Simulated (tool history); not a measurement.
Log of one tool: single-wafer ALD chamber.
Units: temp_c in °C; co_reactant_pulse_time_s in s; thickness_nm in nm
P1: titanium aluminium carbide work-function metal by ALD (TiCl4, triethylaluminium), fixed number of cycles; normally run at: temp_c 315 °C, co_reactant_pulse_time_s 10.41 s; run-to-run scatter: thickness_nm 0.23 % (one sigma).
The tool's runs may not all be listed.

| run | hour | temp_c | co_reactant_pulse_time_s | thickness_nm |
|---|---|---|---|---|
| 1 | 6.7 | 315 | 10.41 | 2.1193 |
| 2 | 18.2 | 315 | 4.01 | 1.628 |
| 3 | 25.1 | 300 | 10.41 | 1.9857 |
|  | 33.1 | triethylaluminium bottle replaced |
| 4 | 38.3 | 291 | 5.75 | 1.6983 |
| 5 | 52 | 338 | 10.41 | 2.3225 |
| 6 | 59 | 315 | 10.41 | 2.1286 |
| 7 | 65.7 | 315 | 10.41 | 2.1213 |
| 8 | 79.5 | 315 | 10.41 | 2.1135 |
| 9 | 90.3 | 315 | 10.41 | 2.1194 |
| 10 | 99.4 | 315 | 10.41 | 2.1238 |
| 11 | 108.2 | 315 | 16.88 | 2.1674 |
| 12 | 117 | 315 | 10.41 | 2.1221 |
| 13 | 127 | 315 | 10.41 | 2.0969 |
| 14 | 135.2 | 315 | 10.41 | 2.0957 |
| 15 | 145 | 315 | 10.41 | 2.0951 |
| 16 | 153.5 | 315 | 10.41 | 2.0909 |
| 17 | 166.3 | 315 | 10.41 | 2.0827 |
| 18 | 174.3 | 315 | 10.41 | 2.0813 |
| 19 | 181.3 | 315 | 10.41 | 2.0957 |
| 20 | 193.2 | 315 | 10.41 | 2.0831 |

What P1 gives has crept away from where it was. These 2 causes fit the log equally well, each at the size given:
A: wafer temperature below the value expected at the setpoint (K) = 4.03
B: triethylaluminium dose below that of a fresh bottle (%) = 12.8
The creep began at about hour 117.

4 check runs are offered, one wafer each, their results left as question marks. Which one tells the causes apart?
| check 1 | 205.1 | 335 | 10.41 | ? |
| check 2 | 205.1 | 304 | 10.41 | ? |
| check 3 | 205.1 | 337 | 10.41 | ? |
| check 4 | 205.1 | 315 | 4.1 | ? |

What each check would give under each cause:
| check | result | if A | if B |
|---|---|---|---|
| check 1 | thickness_nm | 2.2594 | 2.257 |
| check 2 | thickness_nm | 1.9883 | 1.9897 |
| check 3 | thickness_nm | 2.2771 | 2.2745 |
| check 4 | thickness_nm | 1.6218 | 1.544 |
How far apart the two closest causes lie, in the result that separates them most: check 1 0.1 %; check 2 0.07 %; check 3 0.11 %; check 4 4.91 %
Check 4 tells the causes apart: in the others they would give nearly the same result.

Check 4 was then run and gave: thickness_nm 1.5464 nm. Which cause is it?

It is B: triethylaluminium dose below that of a fresh bottle (%).
